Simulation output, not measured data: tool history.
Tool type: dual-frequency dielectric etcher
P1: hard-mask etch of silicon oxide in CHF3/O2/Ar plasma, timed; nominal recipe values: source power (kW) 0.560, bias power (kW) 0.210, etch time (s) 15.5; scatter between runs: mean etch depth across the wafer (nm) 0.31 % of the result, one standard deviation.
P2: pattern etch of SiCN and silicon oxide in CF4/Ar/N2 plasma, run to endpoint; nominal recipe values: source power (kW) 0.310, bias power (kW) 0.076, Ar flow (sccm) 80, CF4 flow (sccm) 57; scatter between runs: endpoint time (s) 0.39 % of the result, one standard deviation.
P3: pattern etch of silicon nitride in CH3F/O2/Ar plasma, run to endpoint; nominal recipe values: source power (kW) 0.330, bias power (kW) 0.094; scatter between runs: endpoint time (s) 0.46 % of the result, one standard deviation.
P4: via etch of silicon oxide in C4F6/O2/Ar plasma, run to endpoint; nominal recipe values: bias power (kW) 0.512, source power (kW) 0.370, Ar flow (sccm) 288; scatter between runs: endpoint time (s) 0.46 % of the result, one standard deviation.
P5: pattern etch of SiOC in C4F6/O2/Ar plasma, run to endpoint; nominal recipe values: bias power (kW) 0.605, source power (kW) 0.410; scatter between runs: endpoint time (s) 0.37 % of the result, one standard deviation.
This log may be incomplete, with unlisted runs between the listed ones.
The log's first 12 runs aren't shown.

run    day  process that ran  source power (kW)  bias power (kW)  etch time (s)  Ar flow (sccm)  CF4 flow (sccm)  hours since the last wet clean  hours since the last source power generator calibration  hours since the last bias power generator calibration  mean etch depth across the wafer (nm)  endpoint time (s)
 13  2.696                P2              0.310            0.076                             80               79                           339.7                                                   2145.9                                                  930.2                                                    22.047
 14  2.975                P2              0.310            0.076                             80               57                           346.4                                                   2152.6                                                  936.9                                                    23.243
 15  3.179                P5              0.410            0.605                                                                           351.3                                                   2157.5                                                  941.8                                                    12.318
 16  3.404                P1              0.560            0.252           15.5                                                            356.7                                                   2162.9                                                  947.2                                 34.038
 17  3.712                P5              0.530            0.605                                                                           364.1                                                   2170.3                                                  954.6                                                    11.246
 18  3.967                P4              0.520            0.512                            288                                            370.2                                                   2176.4                                                  960.7                                                    34.544
 19  4.146                P4              0.370            0.650                            288                                            374.5                                                   2180.7                                                  965.0                                                    35.609
 20  4.396                P2              0.310            0.050                             80               57                           380.5                                                   2186.7                                                  971.0                                                    26.660
 21  4.675                P4              0.370            0.512                            288                                            387.2                                                   2193.4                                                  977.7                                                    39.260
 22  4.942                P5              0.410            0.605                                                                           393.6                                                   2199.8                                                  984.1                                                    12.354
 23  5.092                P4              0.370            0.512                            367                                            397.2                                                   2203.4                                                  987.7                                                    40.645
 24  5.262                P1              0.560            0.210            8.5                                                            401.3                                                   2207.5                                                  991.8                                 17.479
 25  5.558                P1              0.560            0.210           15.5                                                            408.4                                                   2214.6                                                  998.9                                 31.840

The next listed run, before its measurement:
 26  5.800                P1              0.560            0.210           22.5                                                            414.2                                                   2220.4                                                 1004.7                                      ?

Logged for run 26: mean etch depth across the wafer (nm) 46.206.
